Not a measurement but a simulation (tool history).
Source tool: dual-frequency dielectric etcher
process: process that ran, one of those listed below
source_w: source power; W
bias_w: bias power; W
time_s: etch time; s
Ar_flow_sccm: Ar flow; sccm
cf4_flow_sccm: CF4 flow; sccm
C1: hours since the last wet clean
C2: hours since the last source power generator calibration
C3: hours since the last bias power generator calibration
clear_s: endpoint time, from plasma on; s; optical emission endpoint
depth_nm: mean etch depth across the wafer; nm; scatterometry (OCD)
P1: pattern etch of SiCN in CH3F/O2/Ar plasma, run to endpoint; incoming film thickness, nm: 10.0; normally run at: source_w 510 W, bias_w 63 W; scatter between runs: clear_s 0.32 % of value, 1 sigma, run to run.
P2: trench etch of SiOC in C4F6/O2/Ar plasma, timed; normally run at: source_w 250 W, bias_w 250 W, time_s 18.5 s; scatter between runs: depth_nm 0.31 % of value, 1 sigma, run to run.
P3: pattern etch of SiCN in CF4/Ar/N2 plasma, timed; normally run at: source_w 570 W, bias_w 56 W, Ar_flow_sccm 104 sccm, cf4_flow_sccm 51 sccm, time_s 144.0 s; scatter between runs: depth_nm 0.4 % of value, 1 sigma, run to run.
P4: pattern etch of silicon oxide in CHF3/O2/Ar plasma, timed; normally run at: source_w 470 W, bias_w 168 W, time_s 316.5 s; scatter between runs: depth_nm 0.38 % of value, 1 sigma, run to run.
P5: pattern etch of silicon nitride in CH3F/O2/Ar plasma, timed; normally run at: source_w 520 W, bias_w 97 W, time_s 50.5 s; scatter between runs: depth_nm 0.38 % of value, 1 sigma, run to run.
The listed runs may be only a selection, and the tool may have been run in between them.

run 1 hour=4.5 | process=P1 source_w=510 bias_w=63 | C1=145.3 C2=1437.5 C3=1814.6 | clear_s=26.261
run 2 hour=6.6 | process=P4 source_w=470 bias_w=168 time_s=422.0 | C1=147.4 C2=1439.6 C3=1816.7 | depth_nm=728.500
run 3 hour=10.2 | process=P1 source_w=510 bias_w=63 | C1=151.0 C2=1443.2 C3=1820.3 | clear_s=26.197
run 4 hour=12.7 | process=P3 source_w=570 bias_w=56 time_s=106.5 Ar_flow_sccm=104 cf4_flow_sccm=51 | C1=153.5 C2=1445.7 C3=1822.8 | depth_nm=94.776
run 5 hour=15.4 | process=P5 source_w=520 bias_w=97 time_s=72.0 | C1=156.2 C2=1448.4 C3=1825.5 | depth_nm=64.288
run 6 hour=20.3 | process=P5 source_w=680 bias_w=97 time_s=50.5 | C1=161.1 C2=1453.3 C3=1830.4 | depth_nm=49.648
run 7 hour=22.9 | process=P2 source_w=250 bias_w=250 time_s=18.5 | C1=163.7 C2=1455.9 C3=1833.0 | depth_nm=36.034
run 8 hour=25.8 | process=P1 source_w=630 bias_w=84 | C1=166.6 C2=1458.8 C3=1835.9 | clear_s=22.083
run 9 hour=28.4 | process=P2 source_w=250 bias_w=250 time_s=13.5 | C1=169.2 C2=1461.4 C3=1838.5 | depth_nm=26.120
run 10 hour=33.4 | process=P3 source_w=570 bias_w=56 time_s=144.0 Ar_flow_sccm=104 cf4_flow_sccm=51 | C1=174.2 C2=1466.4 C3=1843.5 | depth_nm=127.510
run 11 hour=36.1 | process=P3 source_w=570 bias_w=56 time_s=144.0 Ar_flow_sccm=104 cf4_flow_sccm=41 | C1=176.9 C2=1469.1 C3=1846.2 | depth_nm=121.620
run 12 hour=38.2 | process=P1 source_w=630 bias_w=77 | C1=179.0 C2=1471.2 C3=1848.3 | clear_s=22.622
run 13 hour=40.5 | process=P5 source_w=520 bias_w=97 time_s=50.5 | C1=181.3 C2=1473.5 C3=1850.6 | depth_nm=45.058
run 14 hour=45.1 | process=P3 source_w=680 bias_w=56 time_s=144.0 Ar_flow_sccm=104 cf4_flow_sccm=51 | C1=185.9 C2=1478.1 C3=1855.2 | depth_nm=149.140
run 15 hour=47.6 | process=P1 source_w=510 bias_w=63 | C1=188.4 C2=1480.6 C3=1857.7 | clear_s=26.060
run 16 hour=50.7 | process=P4 source_w=280 bias_w=168 time_s=316.5 | C1=191.5 C2=1483.7 C3=1860.8 | depth_nm=447.040
run 17 hour=55.2 | process=P1 source_w=510 bias_w=63 | C1=196.0 C2=1488.2 C3=1865.3 | clear_s=26.255
run 18 hour=57.4 | process=P4 source_w=470 bias_w=220 time_s=316.5 | C1=198.2 C2=1490.4 C3=1867.5 | depth_nm=598.460
run 19 hour=60.3 | process=P1 source_w=350 bias_w=63 | C1=201.1 C2=1493.3 C3=1870.4 | clear_s=30.151
run 20 hour=64.1 | process=P1 source_w=510 bias_w=39 | C1=204.9 C2=1497.1 C3=1874.2 | clear_s=30.504
run 21 hour=67.7 | process=P3 source_w=570 bias_w=56 time_s=144.0 Ar_flow_sccm=70 cf4_flow_sccm=51 | C1=208.5 C2=1500.7 C3=1877.8 | depth_nm=135.560
run 22 hour=70.5 | process=P2 source_w=250 bias_w=250 time_s=18.5 | C1=211.3 C2=1503.5 C3=1880.6 | depth_nm=35.880
run 23 hour=73.5 | process=P5 source_w=520 bias_w=136 time_s=50.5 | C1=214.3 C2=1506.5 C3=1883.6 | depth_nm=51.215
run 24 hour=75.8 | process=P4 source_w=470 bias_w=168 time_s=316.5 | C1=216.6 C2=1508.8 C3=1885.9 | depth_nm=542.680
run 25 hour=78.4 | process=P2 source_w=250 bias_w=155 time_s=18.5 | C1=219.2 C2=1511.4 C3=1888.5 | depth_nm=30.663
run 26 hour=81.1 | process=P1 source_w=510 bias_w=89 | C1=221.9 C2=1514.1 C3=1891.2 | clear_s=23.215
run 27 hour=85.3 | process=P4 source_w=470 bias_w=168 time_s=316.5 | C1=226.1 C2=1518.3 C3=1895.4 | depth_nm=543.300
run 28 hour=89.7 | process=P3 source_w=570 bias_w=56 time_s=144.0 Ar_flow_sccm=104 cf4_flow_sccm=51 | C1=230.5 C2=1522.7 C3=1899.8 | depth_nm=127.920
run 29 hour=94.1 | process=P1 source_w=620 bias_w=63 | C1=234.9 C2=1527.1 C3=1904.2 | clear_s=24.309
run 30 hour=97.7 | process=P3 source_w=570 bias_w=41 time_s=144.0 Ar_flow_sccm=104 cf4_flow_sccm=51 | C1=238.5 C2=1530.7 C3=1907.8 | depth_nm=115.170
run 31 hour=102.0 | process=P2 source_w=320 bias_w=250 time_s=18.5 | C1=242.8 C2=1535.0 C3=1912.1 | depth_nm=39.240
run 32 hour=105.7 | process=P1 source_w=510 bias_w=63 | C1=246.5 C2=1538.7 C3=1915.8 | clear_s=26.122
run 33 hour=110.4 | process=P1 source_w=510 bias_w=63 | C1=251.2 C2=1543.4 C3=1920.5 | clear_s=26.056
run 34 hour=114.0 | process=P1 source_w=510 bias_w=63 | C1=254.8 C2=1547.0 C3=1924.1 | clear_s=26.514
run 35 hour=117.5 | process=P1 source_w=510 bias_w=63 | C1=258.3 C2=1550.5 C3=1927.6 | clear_s=26.647
run 36 hour=121.7 | process=P1 source_w=510 bias_w=63 | C1=262.5 C2=1554.7 C3=1931.8 | clear_s=26.571
-- hour=124.5 wet clean of the chamber
run 37 hour=124.7 | process=P1 source_w=510 bias_w=63 | C1=0.2 C2=1557.7 C3=1934.8 | clear_s=26.593
run 38 hour=128.1 | process=P1 source_w=510 bias_w=63 | C1=3.6 C2=1561.1 C3=1938.2 | clear_s=26.690
run 39 hour=132.0 | process=P1 source_w=510 bias_w=63 | C1=7.5 C2=1565.0 C3=1942.1 | clear_s=26.804

The log shows P1 creeping away from where it was. Any of the 2 causes listed here, at the size stated for it, fits the log just as well as the others:
A: source power that arrives under what is set, % = 4.07
B: bias power that arrives under what is set, % = 4.63
The creep began at about hour 110.4.
Every other cause this tool's parts could produce, and why it does not fit the log:
chamber walls in a state that lowers the etch rate, %: serviced at hour 124.5, after the change had begun; the process did not return to its earlier output

You are offered 4 check runs, listed below with question marks in place of their results; each one averages 2 wafers. Which run separates the listed causes by giving clearly different results for each?
run check 1 hour=135.9 | process=P4 source_w=280 bias_w=220 time_s=316.5 | depth_nm=?
run check 2 hour=135.9 | process=P5 source_w=520 bias_w=135 time_s=50.5 | depth_nm=?
run check 3 hour=135.9 | process=P3 source_w=570 bias_w=56 time_s=144.0 Ar_flow_sccm=84 cf4_flow_sccm=51 | depth_nm=?
run check 4 hour=135.9 | process=P2 source_w=250 bias_w=159 time_s=18.5 | depth_nm=?

Predicted outcomes, by check and by cause:
check=check_1 result=depth_nm if_A=486.160 if_B=485.300
check=check_2 result=depth_nm if_A=50.279 if_B=50.144
check=check_3 result=depth_nm if_A=127.410 if_B=130.140
check=check_4 result=depth_nm if_A=30.360 if_B=30.392
Minimum pairwise separation of causes per check, each pair taken at its best-separating result: check 1 0.18 %; check 2 0.27 %; check 3 2.12 %; check 4 0.11 %
Check 3 is the one run that separates the causes; every other check would come out nearly the same whichever cause is at work.

Running check 3 produced the following: depth_nm 129.990 nm. Which one of the listed causes fits?

It is B: bias power that arrives under what is set, %.

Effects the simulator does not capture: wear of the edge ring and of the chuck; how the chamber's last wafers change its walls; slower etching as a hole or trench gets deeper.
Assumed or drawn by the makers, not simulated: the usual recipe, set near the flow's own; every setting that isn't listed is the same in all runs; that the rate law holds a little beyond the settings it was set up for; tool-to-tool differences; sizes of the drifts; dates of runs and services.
